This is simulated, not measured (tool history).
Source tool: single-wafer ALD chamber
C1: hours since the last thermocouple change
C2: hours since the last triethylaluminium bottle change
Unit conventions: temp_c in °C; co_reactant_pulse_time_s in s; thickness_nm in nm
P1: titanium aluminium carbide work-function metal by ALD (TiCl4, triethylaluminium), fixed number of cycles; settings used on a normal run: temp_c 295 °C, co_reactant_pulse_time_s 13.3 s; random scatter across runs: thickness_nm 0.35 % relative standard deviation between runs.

run 1 hour=7.5 | temp_c=295 co_reactant_pulse_time_s=13.3 | C1=2055.3 C2=451 | thickness_nm=2.0592
run 2 hour=14.2 | temp_c=295 co_reactant_pulse_time_s=13.3 | C1=2062 C2=457.7 | thickness_nm=2.0578
run 3 hour=24.6 | temp_c=319 co_reactant_pulse_time_s=13.3 | C1=2072.4 C2=468.1 | thickness_nm=2.2981
run 4 hour=31.8 | temp_c=295 co_reactant_pulse_time_s=13.3 | C1=2079.6 C2=475.3 | thickness_nm=2.0737
run 5 hour=38.1 | temp_c=295 co_reactant_pulse_time_s=17.77 | C1=2085.9 C2=481.6 | thickness_nm=2.0795
run 6 hour=50.7 | temp_c=295 co_reactant_pulse_time_s=13.3 | C1=2098.5 C2=494.2 | thickness_nm=2.0703
run 7 hour=58 | temp_c=295 co_reactant_pulse_time_s=13.3 | C1=2105.8 C2=501.5 | thickness_nm=2.056
run 8 hour=64 | temp_c=272 co_reactant_pulse_time_s=21.57 | C1=2111.8 C2=507.5 | thickness_nm=1.8658
run 9 hour=72.7 | temp_c=295 co_reactant_pulse_time_s=13.3 | C1=2120.5 C2=516.2 | thickness_nm=2.0696
run 10 hour=79.2 | temp_c=295 co_reactant_pulse_time_s=5.38 | C1=2127 C2=522.7 | thickness_nm=1.7665
run 11 hour=90.2 | temp_c=319 co_reactant_pulse_time_s=6.13 | C1=2138 C2=533.7 | thickness_nm=2.0416
run 12 hour=96.8 | temp_c=282 co_reactant_pulse_time_s=13.3 | C1=2144.6 C2=540.3 | thickness_nm=1.9504
run 13 hour=107.7 | temp_c=295 co_reactant_pulse_time_s=13.3 | C1=2155.5 C2=551.2 | thickness_nm=2.0702
run 14 hour=118 | temp_c=295 co_reactant_pulse_time_s=13.3 | C1=2165.8 C2=561.5 | thickness_nm=2.0578
run 15 hour=127.6 | temp_c=295 co_reactant_pulse_time_s=13.3 | C1=2175.4 C2=571.1 | thickness_nm=2.0591
run 16 hour=133.9 | temp_c=295 co_reactant_pulse_time_s=13.3 | C1=2181.7 C2=577.4 | thickness_nm=2.0461
run 17 hour=141.7 | temp_c=295 co_reactant_pulse_time_s=13.3 | C1=2189.5 C2=585.2 | thickness_nm=2.0446
run 18 hour=148.7 | temp_c=295 co_reactant_pulse_time_s=13.3 | C1=2196.5 C2=592.2 | thickness_nm=2.0399
run 19 hour=158.5 | temp_c=295 co_reactant_pulse_time_s=13.3 | C1=2206.3 C2=602 | thickness_nm=2.0285
run 20 hour=167.1 | temp_c=295 co_reactant_pulse_time_s=13.3 | C1=2214.9 C2=610.6 | thickness_nm=2.0283

Predict the results of run 21:
run 21 hour=179.6 | temp_c=295 co_reactant_pulse_time_s=13.3 | C1=2227.4 C2=623.1 | thickness_nm=?

{"run 21": {"thickness_nm": 2.0368}}

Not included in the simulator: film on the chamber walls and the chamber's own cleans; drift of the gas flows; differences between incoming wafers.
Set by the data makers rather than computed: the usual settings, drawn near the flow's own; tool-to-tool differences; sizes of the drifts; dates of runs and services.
